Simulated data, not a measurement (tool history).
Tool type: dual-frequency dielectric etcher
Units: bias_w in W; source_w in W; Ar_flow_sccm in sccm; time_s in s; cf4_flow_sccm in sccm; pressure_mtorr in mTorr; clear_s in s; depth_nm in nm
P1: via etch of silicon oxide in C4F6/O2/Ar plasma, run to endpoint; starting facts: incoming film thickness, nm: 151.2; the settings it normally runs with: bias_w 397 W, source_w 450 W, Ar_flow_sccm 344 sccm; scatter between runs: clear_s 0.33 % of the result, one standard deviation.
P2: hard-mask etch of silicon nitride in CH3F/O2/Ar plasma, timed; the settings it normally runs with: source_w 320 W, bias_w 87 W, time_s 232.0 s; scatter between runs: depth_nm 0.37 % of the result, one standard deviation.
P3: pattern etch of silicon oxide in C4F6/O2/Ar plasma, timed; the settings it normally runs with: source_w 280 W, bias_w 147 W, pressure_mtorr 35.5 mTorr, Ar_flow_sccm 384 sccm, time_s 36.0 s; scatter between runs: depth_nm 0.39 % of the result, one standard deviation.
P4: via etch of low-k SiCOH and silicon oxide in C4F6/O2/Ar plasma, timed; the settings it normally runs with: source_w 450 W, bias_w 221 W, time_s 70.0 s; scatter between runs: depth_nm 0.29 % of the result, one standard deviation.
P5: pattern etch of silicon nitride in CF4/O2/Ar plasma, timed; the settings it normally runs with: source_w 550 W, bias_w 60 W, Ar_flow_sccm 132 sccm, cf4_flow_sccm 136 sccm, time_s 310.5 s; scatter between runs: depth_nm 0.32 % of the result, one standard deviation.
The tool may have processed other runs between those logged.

run	hour	process	bias_w	source_w	Ar_flow_sccm	time_s	cf4_flow_sccm	pressure_mtorr	hours since the last wet clean	hours since the last bias power generator calibration	hours since the last source power generator calibration	hours since the last Ar flow controller change	clear_s	depth_nm
1	10.2	P1	397	450	344				104.7	3464.9	735.9	496.9	35.178	
2	20.0	P2	64	320		232.0			114.5	3474.7	745.7	506.7		141.030
3	35.5	P1	509	300	344				130.0	3490.2	761.2	522.2	37.467	
4	43.5	P1	397	590	344				138.0	3498.2	769.2	530.2	31.763	
5	55.4	P1	397	450	344				149.9	3510.1	781.1	542.1	35.125	
6	68.0	P1	397	340	436				162.5	3522.7	793.7	554.7	40.279	
7	79.1	P5	60	550	132	310.5	91		173.6	3533.8	804.8	565.8		660.160
8	92.7	P5	60	550	132	393.0	136		187.2	3547.4	818.4	579.4		879.830
9	101.5	P4	179	450		70.0			196.0	3556.2	827.2	588.2		186.930
10	115.4	P3	147	280	459	36.0		35.5	209.9	3570.1	841.1	602.1		88.553
11	125.1	P2	87	320		141.5			219.6	3579.8	850.8	611.8		96.704
12	136.3	P2	87	320		232.0			230.8	3591.0	862.0	623.0		156.510
13	147.7	P1	397	280	344				242.2	3602.4	873.4	634.4	42.087	
14	161.5	P1	322	450	344				256.0	3616.2	887.2	648.2	37.926	
15	173.4	P3	147	280	384	36.0		35.5	267.9	3628.1	899.1	660.1		91.238
16	182.4	P2	87	240		232.0			276.9	3637.1	908.1	669.1		141.550
17	191.5	P5	60	550	162	310.5	136		286.0	3646.2	917.2	678.2		676.680
18	206.5	P2	87	320		232.0			301.0	3661.2	932.2	693.2		157.620
19	218.1	P4	221	530		70.0			312.6	3672.8	943.8	704.8		214.460
20	227.6	P4	221	450		70.0			322.1	3682.3	953.3	714.3		201.630
21	234.9	P3	147	280	384	36.0		35.5	329.4	3689.6	960.6	721.6		90.311
22	245.2	P1	555	520	344				339.7	3699.9	970.9	731.9	29.620	
23	260.5	P5	78	550	132	310.5	136		355.0	3715.2	986.2	747.2		768.260
24	268.7	P1	397	450	271				363.2	3723.4	994.4	755.4	34.365	
25	281.1	P1	397	450	344				375.6	3735.8	1006.8	767.8	35.273	
26	293.9	P3	147	340	384	36.0		35.5	388.4	3748.6	1019.6	780.6		98.078
27	302.9	P1	397	450	344				397.4	3757.6	1028.6	789.6	35.432	
28	319.3	P1	504	450	344				413.8	3774.0	1045.0	806.0	32.356	
29	334.5	P5	60	700	132	310.5	136		429.0	3789.2	1060.2	821.2		857.160
30	346.2	P5	60	550	132	310.5	136		440.7	3800.9	1071.9	832.9		691.840
31	356.5	P1	397	450	344				451.0	3811.2	1082.2	843.2	35.428	
32	369.5	P5	60	550	132	310.5	136		464.0	3824.2	1095.2	856.2		695.880
33	383.6	P1	397	450	344				478.1	3838.3	1109.3	870.3	35.366	
34	392.2	P3	191	280	384	36.0		35.5	486.7	3846.9	1117.9	878.9		98.705
35	402.7	P4	221	450		100.0			497.2	3857.4	1128.4	889.4		287.840
36	413.1	P1	397	450	344				507.6	3867.8	1138.8	899.8	35.383	
37	428.9	P1	397	450	422				523.4	3883.6	1154.6	915.6	36.084	
38	445.2	P3	147	280	384	36.0		25.5	539.7	3899.9	1170.9	931.9		94.592
39	454.3	P3	147	280	384	53.5		35.5	548.8	3909.0	1180.0	941.0		134.910
40	470.8	P1	397	450	344				565.3	3925.5	1196.5	957.5	35.170	
41	478.5	P1	397	450	344				573.0	3933.2	1204.2	965.2	35.411	
42	493.2	P1	397	450	344				587.7	3947.9	1218.9	979.9	35.440	
43	500.7	P1	397	450	344				595.2	3955.4	1226.4	987.4	35.604	
# hour 509.6: wet clean of the chamber
44	515.0	P1	397	450	344				5.4	3969.7	1240.7	1001.7	35.788	
45	525.4	P1	397	450	344				15.8	3980.1	1251.1	1012.1	35.689	
46	541.5	P1	397	450	344				31.9	3996.2	1267.2	1028.2	35.878	
# hour 546.5: Ar flow controller replaced
47	550.6	P1	397	450	344				41.0	4005.3	1276.3	4.2	36.002	
48	565.7	P1	397	450	344				56.1	4020.4	1291.4	19.3	35.867	
49	576.5	P1	397	450	344				66.9	4031.2	1302.2	30.1	35.782	

What P1 gives has crept off from where it sat before. The 2 causes that follow fit the log equally well, each at the size noted:
A: bias power that arrives under what is set, % = 4.45
B: source power that arrives under what is set, % = 4.26
The process output started creeping at around hour 470.8.
Other possible causes, and why each is ruled out:
chamber walls in a state that lowers the etch rate, %: its service at hour 509.6 followed the start of the drift and did not put the process back to its old value
Ar flow that arrives over what is set, %: its service at hour 546.5 followed the start of the drift and did not put the process back to its old value

Which of the check runs below tells the causes apart, meaning the causes would give it clearly different results? Each run uses 2 wafers whose results are averaged, and each result is shown as a question mark.
check 1	587.3	P5	60	550	132	310.5	136							?
check 2	587.3	P4	221	450		70.0								?
check 3	587.3	P3	147	280	384	36.0		35.5						?
check 4	587.3	P2	87	320		232.0								?

Predicted outcomes, by check and by cause:
check	result	if A	if B
check 1	depth_nm	682.600	668.810
check 2	depth_nm	198.190	197.800
check 3	depth_nm	89.316	89.051
check 4	depth_nm	155.040	155.070
Distance between the nearest two causes, measured in the result of the check that separates them most: check 1 2.04 %; check 2 0.2 %; check 3 0.3 %; check 4 0.02 %
Only in check 1 would the causes give clearly different results; in the remaining checks their results would be nearly the same.

Check 1 was carried out, with these results: depth_nm 667.230 nm. Which of the listed causes is responsible?

It was cause B: source power that arrives under what is set, %.

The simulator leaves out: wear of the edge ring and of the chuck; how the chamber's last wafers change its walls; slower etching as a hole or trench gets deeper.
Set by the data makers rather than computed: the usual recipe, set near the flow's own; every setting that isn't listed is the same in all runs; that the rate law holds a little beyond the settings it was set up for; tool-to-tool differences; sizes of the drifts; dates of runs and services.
